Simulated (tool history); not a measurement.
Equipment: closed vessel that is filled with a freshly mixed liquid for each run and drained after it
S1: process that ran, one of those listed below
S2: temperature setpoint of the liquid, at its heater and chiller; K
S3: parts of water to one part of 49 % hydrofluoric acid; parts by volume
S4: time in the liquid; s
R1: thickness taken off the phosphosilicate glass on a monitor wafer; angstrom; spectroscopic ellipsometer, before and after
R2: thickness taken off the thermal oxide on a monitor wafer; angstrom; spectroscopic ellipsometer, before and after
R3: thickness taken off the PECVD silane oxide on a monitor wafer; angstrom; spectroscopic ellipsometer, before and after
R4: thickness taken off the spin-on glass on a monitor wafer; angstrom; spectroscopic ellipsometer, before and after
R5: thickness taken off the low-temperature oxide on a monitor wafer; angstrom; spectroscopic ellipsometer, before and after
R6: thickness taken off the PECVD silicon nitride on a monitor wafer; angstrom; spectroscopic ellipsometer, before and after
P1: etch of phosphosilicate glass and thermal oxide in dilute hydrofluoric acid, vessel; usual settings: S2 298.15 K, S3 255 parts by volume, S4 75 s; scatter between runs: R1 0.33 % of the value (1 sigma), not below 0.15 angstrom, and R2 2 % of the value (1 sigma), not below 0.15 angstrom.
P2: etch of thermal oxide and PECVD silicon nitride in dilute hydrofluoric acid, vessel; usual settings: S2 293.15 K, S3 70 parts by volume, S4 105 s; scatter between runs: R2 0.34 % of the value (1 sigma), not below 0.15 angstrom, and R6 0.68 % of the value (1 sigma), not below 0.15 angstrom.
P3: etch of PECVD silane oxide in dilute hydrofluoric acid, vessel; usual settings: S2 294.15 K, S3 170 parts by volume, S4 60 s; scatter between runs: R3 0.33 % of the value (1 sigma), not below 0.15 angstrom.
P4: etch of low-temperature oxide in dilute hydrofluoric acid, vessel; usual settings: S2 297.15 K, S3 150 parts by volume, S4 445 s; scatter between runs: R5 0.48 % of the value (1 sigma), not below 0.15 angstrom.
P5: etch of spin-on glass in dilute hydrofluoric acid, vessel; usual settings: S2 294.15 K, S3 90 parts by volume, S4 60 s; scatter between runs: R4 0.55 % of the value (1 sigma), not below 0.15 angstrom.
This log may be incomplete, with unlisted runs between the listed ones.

{"run": 1, "hour": 12.0, "S1": "P1", "S2": 298.15, "S3": 255, "S4": 75, "R1": 340.52, "R2": 12.389}
{"run": 2, "hour": 18.1, "S1": "P3", "S2": 294.15, "S3": 170, "S4": 85, "R3": 204.61}
{"run": 3, "hour": 26.0, "S1": "P1", "S2": 298.15, "S3": 255, "S4": 75, "R1": 339.55, "R2": 11.904}
{"run": 4, "hour": 34.9, "S1": "P5", "S2": 294.15, "S3": 90, "S4": 30, "R4": 116.96}
{"run": 5, "hour": 44.2, "S1": "P3", "S2": 294.15, "S3": 170, "S4": 60, "R3": 144.22}
{"run": 6, "hour": 49.7, "S1": "P4", "S2": 297.15, "S3": 245, "S4": 445, "R5": 298.76}
{"run": 7, "hour": 55.8, "S1": "P5", "S2": 294.15, "S3": 160, "S4": 60, "R4": 120.35}
{"run": 8, "hour": 63.5, "S1": "P2", "S2": 293.15, "S3": 20, "S4": 105, "R2": 232.03, "R6": 114.29}
{"run": 9, "hour": 71.3, "S1": "P1", "S2": 298.15, "S3": 140, "S4": 75, "R1": 703.86, "R2": 24.662}
{"run": 10, "hour": 80.1, "S1": "P4", "S2": 297.15, "S3": 150, "S4": 445, "R5": 543.1}
{"run": 11, "hour": 91.2, "S1": "P1", "S2": 298.15, "S3": 255, "S4": 75, "R1": 339.72, "R2": 11.991}
{"run": 12, "hour": 102.9, "S1": "P1", "S2": 292.65, "S3": 255, "S4": 140, "R1": 519.8, "R2": 17.873}
{"run": 13, "hour": 115.2, "S1": "P1", "S2": 298.15, "S3": 465, "S4": 75, "R1": 152.7, "R2": 5.7514}
{"run": 14, "hour": 127.9, "S1": "P5", "S2": 294.15, "S3": 90, "S4": 60, "R4": 231.9}
{"run": 15, "hour": 139.5, "S1": "P1", "S2": 305.65, "S3": 255, "S4": 75, "R1": 439.1, "R2": 15.843}
{"run": 16, "hour": 151.4, "S1": "P3", "S2": 294.15, "S3": 310, "S4": 60, "R3": 69.215}
{"run": 17, "hour": 159.8, "S1": "P2", "S2": 293.15, "S3": 70, "S4": 105, "R2": 62.278, "R6": 34.233}
{"run": 18, "hour": 169.8, "S1": "P1", "S2": 298.15, "S3": 255, "S4": 140, "R1": 636.76, "R2": 22.148}
{"run": 19, "hour": 178.4, "S1": "P2", "S2": 293.15, "S3": 70, "S4": 30, "R2": 17.73, "R6": 9.8718}
{"run": 20, "hour": 189.2, "S1": "P3", "S2": 290.15, "S3": 170, "S4": 60, "R3": 122.79}
{"run": 21, "hour": 197.5, "S1": "P4", "S2": 297.15, "S3": 150, "S4": 645, "R5": 787.21}

Predict the results of run 22:
{"hour": 203.6, "done": "thermometer replaced"}
{"run": 22, "hour": 209.0, "S1": "P1", "S2": 298.15, "S3": 110, "S4": 120, "R1": "?", "R2": "?"}

{"run 22": {"R1": 1481.9, "R2": 51.78}}

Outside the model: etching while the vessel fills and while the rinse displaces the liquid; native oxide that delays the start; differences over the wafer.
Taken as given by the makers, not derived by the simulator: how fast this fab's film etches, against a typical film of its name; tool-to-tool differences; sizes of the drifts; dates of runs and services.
